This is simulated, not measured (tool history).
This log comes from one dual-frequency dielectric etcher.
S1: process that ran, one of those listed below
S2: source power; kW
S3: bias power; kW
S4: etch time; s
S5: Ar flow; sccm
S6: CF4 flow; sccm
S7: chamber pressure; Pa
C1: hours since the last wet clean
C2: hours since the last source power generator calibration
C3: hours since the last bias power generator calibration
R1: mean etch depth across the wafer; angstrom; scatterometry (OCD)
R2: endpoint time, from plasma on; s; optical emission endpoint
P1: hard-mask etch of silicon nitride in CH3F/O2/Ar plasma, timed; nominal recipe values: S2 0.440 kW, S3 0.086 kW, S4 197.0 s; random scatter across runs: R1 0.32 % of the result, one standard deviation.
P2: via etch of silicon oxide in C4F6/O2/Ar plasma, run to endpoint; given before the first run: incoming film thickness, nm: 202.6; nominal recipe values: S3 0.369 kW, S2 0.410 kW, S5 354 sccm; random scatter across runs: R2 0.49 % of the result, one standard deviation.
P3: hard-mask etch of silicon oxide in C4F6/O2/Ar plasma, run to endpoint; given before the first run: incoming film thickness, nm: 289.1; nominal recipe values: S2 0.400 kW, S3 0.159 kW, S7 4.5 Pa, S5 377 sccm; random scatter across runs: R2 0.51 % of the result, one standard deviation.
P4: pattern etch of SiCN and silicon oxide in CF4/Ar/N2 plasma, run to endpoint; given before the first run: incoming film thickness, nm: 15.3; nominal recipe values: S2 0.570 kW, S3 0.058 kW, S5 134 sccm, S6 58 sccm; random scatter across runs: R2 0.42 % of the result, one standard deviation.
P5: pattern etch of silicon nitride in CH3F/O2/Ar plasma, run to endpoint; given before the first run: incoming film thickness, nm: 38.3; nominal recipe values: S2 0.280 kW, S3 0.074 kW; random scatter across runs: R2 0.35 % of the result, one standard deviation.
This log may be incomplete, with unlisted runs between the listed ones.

run	hour	S1	S2	S3	S4	S5	S6	S7	C1	C2	C3	R1	R2
1	8.4	P1	0.440	0.086	197.0				327.6	975.1	1226.6	1488.80	
2	17.3	P4	0.570	0.058		134	70		336.5	984.0	1235.5		16.102
3	27.2	P1	0.620	0.086	260.5				346.4	993.9	1245.4	2246.00	
4	36.8	P4	0.570	0.058		80	58		356.0	1003.5	1255.0		15.197
5	44.7	P3	0.400	0.159		377		4.5	363.9	1011.4	1262.9		99.942
6	56.5	P4	0.570	0.058		134	58		375.7	1023.2	1274.7		16.807
7	66.7	P1	0.440	0.103	197.0				385.9	1033.4	1284.9	1596.30	
8	79.3	P1	0.440	0.086	197.0				398.5	1046.0	1297.5	1490.30	
9	93.5	P1	0.440	0.086	197.0				412.7	1060.2	1311.7	1484.90	
10	103.4	P1	0.610	0.086	197.0				422.6	1070.1	1321.6	1683.20	
11	113.3	P2	0.410	0.369		418			432.5	1080.0	1331.5		51.935
12	125.6	P3	0.530	0.159		377		4.5	444.8	1092.3	1343.8		89.512
13	139.0	P1	0.340	0.086	197.0				458.2	1105.7	1357.2	1347.80	
14	148.2	P4	0.570	0.080		134	58		467.4	1114.9	1366.4		14.927
15	160.6	P1	0.440	0.068	197.0				479.8	1127.3	1378.8	1369.90	
16	169.4	P5	0.280	0.093					488.6	1136.1	1387.6		57.513
17	182.3	P4	0.570	0.058		134	58		501.5	1149.0	1400.5		16.694
18	195.4	P2	0.270	0.369		354			514.6	1162.1	1413.6		59.372
19	202.8	P5	0.280	0.074					522.0	1169.5	1421.0		62.966
# hour 213.1: wet clean of the chamber
20	217.7	P3	0.400	0.159		468		4.5	4.6	1184.4	1435.9		101.560
21	230.8	P1	0.440	0.086	197.0				17.7	1197.5	1449.0	1487.80	
22	241.4	P4	0.410	0.058		134	58		28.3	1208.1	1459.6		22.097
23	248.8	P3	0.400	0.159		377		6.4	35.7	1215.5	1467.0		104.160
24	257.4	P2	0.410	0.498		354			44.3	1224.1	1475.6		45.614
25	272.2	P1	0.440	0.086	197.0				59.1	1238.9	1490.4	1494.70	
26	282.6	P5	0.360	0.074					69.5	1249.3	1500.8		56.961
27	289.8	P1	0.440	0.086	114.5				76.7	1256.5	1508.0	861.04	
28	304.3	P2	0.410	0.369		354			91.2	1271.0	1522.5		50.120
29	311.2	P1	0.440	0.086	290.0				98.1	1277.9	1529.4	2188.70	
30	320.2	P3	0.400	0.092		377		4.5	107.1	1286.9	1538.4		117.280
31	335.0	P1	0.440	0.086	197.0				121.9	1301.7	1553.2	1495.30	
32	349.7	P1	0.440	0.086	197.0				136.6	1316.4	1567.9	1475.80	
33	356.6	P1	0.440	0.086	197.0				143.5	1323.3	1574.8	1478.10	
34	363.2	P1	0.440	0.086	197.0				150.1	1329.9	1581.4	1469.50	
35	372.2	P1	0.440	0.086	197.0				159.1	1338.9	1590.4	1461.90	
# hour 381.3: wet clean of the chamber
36	384.9	P1	0.440	0.086	197.0				3.7	1351.6	1603.1	1458.10	
37	395.4	P1	0.440	0.086	197.0				14.2	1362.1	1613.6	1472.80	
38	405.9	P1	0.440	0.086	197.0				24.7	1372.6	1624.1	1458.30	
39	418.1	P1	0.440	0.086	197.0				36.9	1384.8	1636.3	1469.30	
40	427.7	P1	0.440	0.086	197.0				46.5	1394.4	1645.9	1465.70	

What P1 gives has crept off from where it sat before. The 2 causes that follow fit the log equally well, each at the size noted:
A: source power that arrives under what is set, % = 4.22
B: bias power that arrives under what is set, % = 4.49
Onset of the creep was near hour 335.0.
Excluded causes, each with its reason:
chamber walls in a state that lowers the etch rate, %: work on it at hour 381.3, done after the drift set in, did not restore what the process gave before

Consider the 4 check runs below, whose results appear as question marks and each of which averages 2 wafers. Which one distinguishes the causes, in that each cause would give it a clearly different result?
check 1	437.3	P2	0.410	0.369		354							?
check 2	437.3	P3	0.400	0.159		377		4.5					?
check 3	437.3	P5	0.280	0.074									?
check 4	437.3	P4	0.570	0.058		134	58						?

If the cause were each of the candidates in turn, the checks would give the following:
check	result	if A	if B
check 1	R2	51.649	51.659
check 2	R2	101.460	101.170
check 3	R2	63.748	63.748
check 4	R2	17.286	16.905
Per check, the gap between the least separated pair of causes, taken in the result that splits them most: check 1 0.02 %; check 2 0.29 %; check 3 0 %; check 4 2.23 %
Only check 4 tells the causes apart: in the others they would give nearly the same result.

Check 4 was carried out, with these results: R2 16.938 s. Which of the listed causes is responsible?

B is the cause: bias power that arrives under what is set, %.
